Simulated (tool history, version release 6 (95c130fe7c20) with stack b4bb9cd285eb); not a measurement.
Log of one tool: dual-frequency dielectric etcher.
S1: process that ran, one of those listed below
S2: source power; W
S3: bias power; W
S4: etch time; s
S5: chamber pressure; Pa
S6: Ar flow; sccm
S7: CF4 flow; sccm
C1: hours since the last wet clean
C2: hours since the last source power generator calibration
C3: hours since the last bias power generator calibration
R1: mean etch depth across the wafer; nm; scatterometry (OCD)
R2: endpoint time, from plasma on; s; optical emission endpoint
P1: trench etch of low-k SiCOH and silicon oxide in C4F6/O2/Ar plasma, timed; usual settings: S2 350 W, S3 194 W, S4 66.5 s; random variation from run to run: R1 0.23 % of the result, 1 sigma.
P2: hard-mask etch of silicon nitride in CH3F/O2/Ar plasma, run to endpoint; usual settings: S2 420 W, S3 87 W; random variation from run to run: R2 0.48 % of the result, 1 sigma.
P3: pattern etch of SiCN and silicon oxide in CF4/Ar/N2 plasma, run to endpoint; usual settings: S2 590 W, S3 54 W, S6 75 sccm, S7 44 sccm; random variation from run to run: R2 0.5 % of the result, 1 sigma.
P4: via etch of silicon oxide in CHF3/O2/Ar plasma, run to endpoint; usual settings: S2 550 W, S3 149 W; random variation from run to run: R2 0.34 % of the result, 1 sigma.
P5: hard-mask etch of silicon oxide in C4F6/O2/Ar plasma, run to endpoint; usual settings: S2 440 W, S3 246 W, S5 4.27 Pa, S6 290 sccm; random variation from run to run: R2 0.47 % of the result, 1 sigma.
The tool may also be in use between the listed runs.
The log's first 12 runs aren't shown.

run   hour  S1   S2   S3    S4    S5   S6  S7     C1      C2      C3      R1      R2
 13   92.9  P3  590   54               75  44  221.2    1067  2570.8          17.446
 14  102.1  P1  240  194  66.5                 230.4  1076.2    2580  178.07
 15  107.4  P1  350  194  66.5                 235.7  1081.5  2585.3  206.16
 16  112.9  P1  350  194  46.5                 241.2    1087  2590.8  143.94
 17  117.1  P5  620  246        4.27  290      245.4  1091.2    2595          51.785
 18  121.9  P3  590   54               75  44  250.2    1096  2599.8          17.211
 19  129.1  P1  350  194  66.5                 257.4  1103.2    2607  204.94
 20  137.4  P1  250  194  39.5                 265.7  1111.5  2615.3  107.66
 21  141.7  P1  350  120  66.5                   270  1115.8  2619.6   177.7
 22  146.6  P4  390  149                       274.9  1120.7  2624.5          415.77
 23  156.1  P1  460  194  66.5                 284.4  1130.2    2634  228.57
 24  161.7  P5  440  246        4.27  387        290  1135.8  2639.6          61.783

Run 25 comes next. What will it give?
 25  170.9  P5  440  246      4.27  290      299.2  1145  2648.8       ?

R2: 59.027 s

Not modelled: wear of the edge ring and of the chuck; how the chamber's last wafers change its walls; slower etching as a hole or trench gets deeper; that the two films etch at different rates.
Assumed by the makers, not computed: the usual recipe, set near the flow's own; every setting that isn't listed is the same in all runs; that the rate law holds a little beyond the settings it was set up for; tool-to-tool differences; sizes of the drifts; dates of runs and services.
